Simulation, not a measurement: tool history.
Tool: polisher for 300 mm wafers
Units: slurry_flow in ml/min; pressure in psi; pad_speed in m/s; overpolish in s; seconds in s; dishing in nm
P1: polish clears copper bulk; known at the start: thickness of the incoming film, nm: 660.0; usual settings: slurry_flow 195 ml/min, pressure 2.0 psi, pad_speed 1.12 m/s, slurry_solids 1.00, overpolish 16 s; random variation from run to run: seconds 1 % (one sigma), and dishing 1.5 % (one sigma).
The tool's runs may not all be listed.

run 1 hour=6.9 | slurry_flow=195 pressure=2.0 pad_speed=1.12 slurry_solids=1.00 overpolish=16 | seconds=76.851 dishing=69.443
run 2 hour=16.9 | slurry_flow=195 pressure=2.0 pad_speed=1.12 slurry_solids=1.00 overpolish=16 | seconds=74.851 dishing=70.548
run 3 hour=32.2 | slurry_flow=195 pressure=2.0 pad_speed=1.12 slurry_solids=1.50 overpolish=16 | seconds=69.501 dishing=72.668
run 4 hour=39.1 | slurry_flow=195 pressure=2.0 pad_speed=1.12 slurry_solids=0.60 overpolish=16 | seconds=83.161 dishing=65.278
-- hour=44.2 slurry blender recalibrated
-- hour=45.0 head pressure recalibrated
run 5 hour=48.3 | slurry_flow=310 pressure=2.0 pad_speed=1.12 slurry_solids=1.00 overpolish=16 | seconds=71.224 dishing=70.390
run 6 hour=61.5 | slurry_flow=195 pressure=2.8 pad_speed=1.12 slurry_solids=1.00 overpolish=16 | seconds=54.524 dishing=88.917
run 7 hour=71.0 | slurry_flow=195 pressure=2.7 pad_speed=0.76 slurry_solids=1.00 overpolish=16 | seconds=82.591 dishing=71.239
run 8 hour=81.4 | slurry_flow=195 pressure=1.1 pad_speed=1.12 slurry_solids=1.00 overpolish=16 | seconds=137.360 dishing=41.621
run 9 hour=94.8 | slurry_flow=195 pressure=2.0 pad_speed=1.12 slurry_solids=1.00 overpolish=5 | seconds=75.458 dishing=30.116
run 10 hour=108.4 | slurry_flow=195 pressure=2.0 pad_speed=1.12 slurry_solids=1.00 overpolish=16 | seconds=75.650 dishing=70.315
run 11 hour=123.1 | slurry_flow=195 pressure=2.0 pad_speed=1.12 slurry_solids=1.00 overpolish=16 | seconds=76.935 dishing=69.004
run 12 hour=135.9 | slurry_flow=195 pressure=2.0 pad_speed=1.12 slurry_solids=1.00 overpolish=32 | seconds=76.126 dishing=94.859
run 13 hour=146.3 | slurry_flow=195 pressure=2.0 pad_speed=1.12 slurry_solids=1.00 overpolish=16 | seconds=75.480 dishing=71.305
run 14 hour=155.1 | slurry_flow=195 pressure=2.0 pad_speed=1.12 slurry_solids=1.00 overpolish=16 | seconds=75.526 dishing=69.790
run 15 hour=163.9 | slurry_flow=195 pressure=2.0 pad_speed=1.44 slurry_solids=1.00 overpolish=16 | seconds=57.226 dishing=78.726
run 16 hour=179.0 | slurry_flow=115 pressure=2.0 pad_speed=1.12 slurry_solids=1.00 overpolish=16 | seconds=82.040 dishing=65.598
run 17 hour=193.9 | slurry_flow=195 pressure=2.0 pad_speed=0.56 slurry_solids=1.00 overpolish=16 | seconds=152.460 dishing=44.879
run 18 hour=200.9 | slurry_flow=115 pressure=2.0 pad_speed=1.12 slurry_solids=0.75 overpolish=16 | seconds=89.181 dishing=64.123
run 19 hour=208.9 | slurry_flow=195 pressure=2.0 pad_speed=1.12 slurry_solids=1.00 overpolish=16 | seconds=74.271 dishing=68.068
run 20 hour=219.0 | slurry_flow=195 pressure=2.0 pad_speed=1.12 slurry_solids=1.00 overpolish=16 | seconds=74.722 dishing=70.272
run 21 hour=232.8 | slurry_flow=195 pressure=2.0 pad_speed=1.12 slurry_solids=1.00 overpolish=16 | seconds=77.815 dishing=68.064
run 22 hour=247.1 | slurry_flow=195 pressure=2.0 pad_speed=1.12 slurry_solids=1.00 overpolish=16 | seconds=80.054 dishing=67.820
run 23 hour=255.0 | slurry_flow=195 pressure=2.0 pad_speed=1.12 slurry_solids=1.00 overpolish=16 | seconds=80.941 dishing=65.307
-- hour=257.8 slurry blender recalibrated
run 24 hour=262.3 | slurry_flow=195 pressure=2.0 pad_speed=1.12 slurry_solids=1.00 overpolish=16 | seconds=80.514 dishing=66.200
run 25 hour=274.1 | slurry_flow=195 pressure=2.0 pad_speed=1.12 slurry_solids=1.00 overpolish=16 | seconds=81.647 dishing=67.655
run 26 hour=286.3 | slurry_flow=195 pressure=2.0 pad_speed=1.12 slurry_solids=1.00 overpolish=16 | seconds=79.308 dishing=67.202
-- hour=292.1 head pressure recalibrated
run 27 hour=297.3 | slurry_flow=195 pressure=2.0 pad_speed=1.12 slurry_solids=1.00 overpolish=16 | seconds=82.792 dishing=67.781
run 28 hour=310.0 | slurry_flow=195 pressure=2.0 pad_speed=1.12 slurry_solids=1.00 overpolish=16 | seconds=80.853 dishing=64.813
run 29 hour=320.2 | slurry_flow=195 pressure=2.0 pad_speed=1.12 slurry_solids=1.00 overpolish=16 | seconds=81.470 dishing=67.296

What P1 gives has crept away from where it was. These 2 causes fit the log equally well, each at the size given:
A: slurry flow missing at the pad, % = 37.8
B: removal rate lost through wear of the pad, % = 7.77
The creep began at about hour 219.0.
Why every other cause is out:
head's pressure below its setpoint, %: serviced at hour 292.1, which brought nothing back
abrasive missing from the slurry, %: serviced at hour 257.8, which brought nothing back

4 check runs are offered, each on 3 wafers whose results are averaged, their results left as question marks. Which one tells the causes apart?
run check 1 hour=330.4 | slurry_flow=195 pressure=2.0 pad_speed=1.12 slurry_solids=1.00 overpolish=31 | seconds=? dishing=?
run check 2 hour=330.4 | slurry_flow=195 pressure=2.0 pad_speed=1.12 slurry_solids=1.00 overpolish=27 | seconds=? dishing=?
run check 3 hour=330.4 | slurry_flow=115 pressure=2.0 pad_speed=1.12 slurry_solids=0.65 overpolish=16 | seconds=? dishing=?
run check 4 hour=330.4 | slurry_flow=195 pressure=2.0 pad_speed=1.12 slurry_solids=1.00 overpolish=30 | seconds=? dishing=?

What each check would give under each cause:
check=check_1 result=seconds if_A=81.701 if_B=81.711
check=check_1 result=dishing if_A=90.866 if_B=90.863
check=check_2 result=seconds if_A=81.701 if_B=81.711
check=check_2 result=dishing if_A=86.317 if_B=86.313
check=check_3 result=seconds if_A=102.930 if_B=98.033
check=check_3 result=dishing if_A=57.374 if_B=59.248
check=check_4 result=seconds if_A=81.701 if_B=81.711
check=check_4 result=dishing if_A=89.829 if_B=89.825
How far apart the two closest causes lie, in the result that separates them most: check 1 0.01 %; check 2 0.01 %; check 3 4.87 %; check 4 0.01 %
Check 3 tells the causes apart: in the others they would give nearly the same result.

Then check 3 was run and gave: seconds 98.282 s; dishing 58.678 nm. Which cause is it?

It is B: removal rate lost through wear of the pad, %.

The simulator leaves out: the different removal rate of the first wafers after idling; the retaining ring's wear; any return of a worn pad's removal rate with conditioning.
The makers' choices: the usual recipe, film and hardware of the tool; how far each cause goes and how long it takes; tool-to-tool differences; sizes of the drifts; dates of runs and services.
